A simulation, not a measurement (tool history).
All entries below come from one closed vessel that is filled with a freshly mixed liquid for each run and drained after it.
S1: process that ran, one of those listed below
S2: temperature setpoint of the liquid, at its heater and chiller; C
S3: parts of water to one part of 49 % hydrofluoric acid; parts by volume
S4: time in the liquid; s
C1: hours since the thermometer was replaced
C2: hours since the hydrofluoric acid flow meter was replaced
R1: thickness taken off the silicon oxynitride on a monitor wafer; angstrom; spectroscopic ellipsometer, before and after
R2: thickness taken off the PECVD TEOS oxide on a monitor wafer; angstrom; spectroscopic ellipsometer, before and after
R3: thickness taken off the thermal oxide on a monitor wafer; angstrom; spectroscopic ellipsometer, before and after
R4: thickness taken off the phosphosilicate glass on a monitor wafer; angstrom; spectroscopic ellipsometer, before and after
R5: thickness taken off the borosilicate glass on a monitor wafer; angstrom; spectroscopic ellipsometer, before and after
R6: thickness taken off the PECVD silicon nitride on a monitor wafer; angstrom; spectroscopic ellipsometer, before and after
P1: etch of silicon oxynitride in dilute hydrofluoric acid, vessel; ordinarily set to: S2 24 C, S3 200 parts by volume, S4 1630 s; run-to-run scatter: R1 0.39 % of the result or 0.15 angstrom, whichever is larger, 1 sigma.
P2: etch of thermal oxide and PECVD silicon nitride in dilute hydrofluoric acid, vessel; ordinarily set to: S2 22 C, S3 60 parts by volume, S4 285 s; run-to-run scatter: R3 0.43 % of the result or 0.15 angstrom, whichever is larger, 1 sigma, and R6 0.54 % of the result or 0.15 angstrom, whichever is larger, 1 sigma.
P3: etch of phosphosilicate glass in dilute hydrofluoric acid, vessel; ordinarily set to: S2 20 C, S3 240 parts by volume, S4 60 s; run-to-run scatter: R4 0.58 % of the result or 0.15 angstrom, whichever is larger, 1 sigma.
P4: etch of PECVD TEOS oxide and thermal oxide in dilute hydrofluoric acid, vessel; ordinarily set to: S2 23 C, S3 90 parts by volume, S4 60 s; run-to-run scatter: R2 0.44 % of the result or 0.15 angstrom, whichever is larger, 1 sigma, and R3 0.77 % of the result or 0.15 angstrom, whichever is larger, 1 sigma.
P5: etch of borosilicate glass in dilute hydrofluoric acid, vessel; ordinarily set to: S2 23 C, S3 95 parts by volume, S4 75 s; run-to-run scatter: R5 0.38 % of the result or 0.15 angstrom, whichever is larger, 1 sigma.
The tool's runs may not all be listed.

Run 1, day 0.204: S1 P1, S2 24 C, S3 200 parts by volume, S4 1630 s; C1 1631.9; C2 664.5. Result: R1 372.91 angstrom.
Run 2, day 0.508: S1 P1, S2 24 C, S3 200 parts by volume, S4 2915 s; C1 1639.2; C2 671.8. Result: R1 662.69 angstrom.
Run 3, day 0.767: S1 P4, S2 23 C, S3 90 parts by volume, S4 30 s; C1 1645.4; C2 678. Result: R2 59.493 angstrom, R3 15.09 angstrom.
Run 4, day 0.988: S1 P3, S2 20 C, S3 240 parts by volume, S4 60 s; C1 1650.7; C2 683.3. Result: R4 161.19 angstrom.
Run 5, day 1.179: S1 P5, S2 23 C, S3 95 parts by volume, S4 30 s; C1 1655.3; C2 687.9. Result: R5 89.497 angstrom.
Run 6, day 1.417: S1 P1, S2 24 C, S3 130 parts by volume, S4 790 s; C1 1661; C2 693.6. Result: R1 292.6 angstrom.
Run 7, day 1.662: S1 P5, S2 23 C, S3 95 parts by volume, S4 75 s; C1 1666.9; C2 699.5. Result: R5 223.63 angstrom.
Run 8, day 1.875: S1 P4, S2 23 C, S3 20 parts by volume, S4 60 s; C1 1672; C2 704.6. Result: R2 593.33 angstrom, R3 150.75 angstrom.
Run 9, day 2.083: S1 P2, S2 22 C, S3 60 parts by volume, S4 30 s; C1 1677; C2 709.6. Result: R3 23.539 angstrom, R6 11.692 angstrom.
Run 10, day 2.358: S1 P4, S2 23 C, S3 90 parts by volume, S4 60 s; C1 1683.6; C2 716.2. Result: R2 119.46 angstrom, R3 30.062 angstrom.
Run 11, day 2.688: S1 P5, S2 18 C, S3 95 parts by volume, S4 75 s; C1 1691.5; C2 724.1. Result: R5 181.01 angstrom.
Run 12, day 3.05: S1 P1, S2 24 C, S3 200 parts by volume, S4 1630 s; C1 1700.2; C2 732.8. Result: R1 373.27 angstrom.
Run 13, day 3.396: S1 P1, S2 31.5 C, S3 200 parts by volume, S4 1630 s; C1 1708.5; C2 741.1. Result: R1 516.41 angstrom.
Run 14, day 3.662: S1 P1, S2 24 C, S3 330 parts by volume, S4 1630 s; C1 1714.9; C2 747.5. Result: R1 204.5 angstrom.
Run 15, day 3.996: S1 P4, S2 18.5 C, S3 90 parts by volume, S4 60 s; C1 1722.9; C2 755.5. Result: R2 99.169 angstrom, R3 24.528 angstrom.
Run 16, day 4.183: S1 P1, S2 20 C, S3 200 parts by volume, S4 1630 s; C1 1727.4; C2 760. Result: R1 308.66 angstrom.
Run 17, day 4.417: S1 P3, S2 20 C, S3 240 parts by volume, S4 30 s; C1 1733; C2 765.6. Result: R4 81.02 angstrom.
Run 18, day 4.642: S1 P3, S2 20 C, S3 110 parts by volume, S4 60 s; C1 1738.4; C2 771. Result: R4 405.75 angstrom.
Run 19, day 4.862: S1 P5, S2 23 C, S3 30 parts by volume, S4 75 s; C1 1743.7; C2 776.3. Result: R5 768.09 angstrom.
Run 20, day 5.221: S1 P2, S2 22 C, S3 60 parts by volume, S4 285 s; C1 1752.3; C2 784.9. Result: R3 223.63 angstrom, R6 110.29 angstrom.
Run 21, day 5.412: S1 P2, S2 17 C, S3 60 parts by volume, S4 285 s; C1 1756.9; C2 789.5. Result: R3 178.91 angstrom, R6 78.044 angstrom.
Run 22, day 5.604: S1 P3, S2 20 C, S3 240 parts by volume, S4 60 s; C1 1761.5; C2 794.1. Result: R4 162.57 angstrom.
Run 23, day 5.796: S1 P1, S2 24 C, S3 200 parts by volume, S4 1630 s; C1 1766.1; C2 798.7. Result: R1 373.53 angstrom.
Run 24, day 6.025: S1 P3, S2 24.5 C, S3 240 parts by volume, S4 60 s; C1 1771.6; C2 804.2. Result: R4 193.29 angstrom.
Run 25, day 6.242: S1 P1, S2 24 C, S3 200 parts by volume, S4 1630 s; C1 1776.8; C2 809.4. Result: R1 372.08 angstrom.
Run 26, day 6.471: S1 P1, S2 24 C, S3 200 parts by volume, S4 510 s; C1 1782.3; C2 814.9. Result: R1 116.83 angstrom.
Run 27, day 6.833: S1 P1, S2 24 C, S3 100 parts by volume, S4 1630 s; C1 1791; C2 823.6. Result: R1 802.58 angstrom.
Run 28, day 7.154: S1 P1, S2 24 C, S3 200 parts by volume, S4 1630 s; C1 1798.7; C2 831.3. Result: R1 371.01 angstrom.
Run 29, day 7.483: S1 P2, S2 22 C, S3 20 parts by volume, S4 285 s; C1 1806.6; C2 839.2. Result: R3 700.08 angstrom, R6 316.3 angstrom.
Run 30, day 7.725: S1 P1, S2 24 C, S3 200 parts by volume, S4 1630 s; C1 1812.4; C2 845. Result: R1 369.85 angstrom.
Run 31, day 8.071: S1 P1, S2 24 C, S3 200 parts by volume, S4 1630 s; C1 1820.7; C2 853.3. Result: R1 358.95 angstrom.
Run 32, day 8.279: S1 P1, S2 24 C, S3 200 parts by volume, S4 1630 s; C1 1825.7; C2 858.3. Result: R1 356.79 angstrom.
Run 33, day 8.642: S1 P1, S2 24 C, S3 200 parts by volume, S4 1630 s; C1 1834.4; C2 867. Result: R1 352.13 angstrom.
Run 34, day 8.9: S1 P1, S2 24 C, S3 200 parts by volume, S4 1630 s; C1 1840.6; C2 873.2. Result: R1 347.63 angstrom.
Run 35, day 9.25: S1 P1, S2 24 C, S3 200 parts by volume, S4 1630 s; C1 1849; C2 881.6. Result: R1 346.89 angstrom.
Run 36, day 9.479: S1 P1, S2 24 C, S3 200 parts by volume, S4 1630 s; C1 1854.5; C2 887.1. Result: R1 345.66 angstrom.
Run 37, day 9.675: S1 P1, S2 24 C, S3 200 parts by volume, S4 1630 s; C1 1859.2; C2 891.8. Result: R1 346.1 angstrom.
Run 38, day 9.95: S1 P1, S2 24 C, S3 200 parts by volume, S4 1630 s; C1 1865.8; C2 898.4. Result: R1 343.72 angstrom.
Run 39, day 10.146: S1 P1, S2 24 C, S3 200 parts by volume, S4 1630 s; C1 1870.5; C2 903.1. Result: R1 343.83 angstrom.
Run 40, day 10.388: S1 P1, S2 24 C, S3 200 parts by volume, S4 1630 s; C1 1876.3; C2 908.9. Result: R1 345.7 angstrom.

The output of P1 has drifted from where it used to be. Each of the 2 causes below, taken at the size shown beside it, accounts for the log equally well:
A: hydrofluoric acid flow below the setpoint (%) = 6.29
B: liquid colder than its thermometer reads (K) = 1.67
Onset of the creep was near day 7.725.

The check runs listed below each take one wafer, and their results are still question marks. Under which run would the listed causes lead to clearly different results?
Run check 1, day 10.629: S1 P2, S2 19 C, S3 20 parts by volume, S4 285 s. Result: R3 ?, R6 ?.
Run check 2, day 10.629: S1 P4, S2 23 C, S3 25 parts by volume, S4 60 s. Result: R2 ?, R3 ?.
Run check 3, day 10.629: S1 P3, S2 20 C, S3 155 parts by volume, S4 60 s. Result: R4 ?.
Run check 4, day 10.629: S1 P5, S2 23 C, S3 35 parts by volume, S4 30 s. Result: R5 ?.

What each check would give under each cause:
  check  result    if A    if B
check 1      R3  577.33  573.24
check 1      R6  242.49   228.9
check 2      R2   438.7  436.99
check 2      R3  110.16  109.73
check 3      R4  254.19  256.44
check 4      R5  244.53  243.93
Per check, the gap between the least separated pair of causes, taken in the result that splits them most: check 1 5.77 %; check 2 0.39 %; check 3 0.88 %; check 4 0.25 %
The causes can be told apart only by check 1. The other checks would give nearly the same results under each of them.

Check 1 has now been run. It gave: R3 581.07 angstrom; R6 244.83 angstrom. Which of the candidate causes is it?

It is A: hydrofluoric acid flow below the setpoint (%).

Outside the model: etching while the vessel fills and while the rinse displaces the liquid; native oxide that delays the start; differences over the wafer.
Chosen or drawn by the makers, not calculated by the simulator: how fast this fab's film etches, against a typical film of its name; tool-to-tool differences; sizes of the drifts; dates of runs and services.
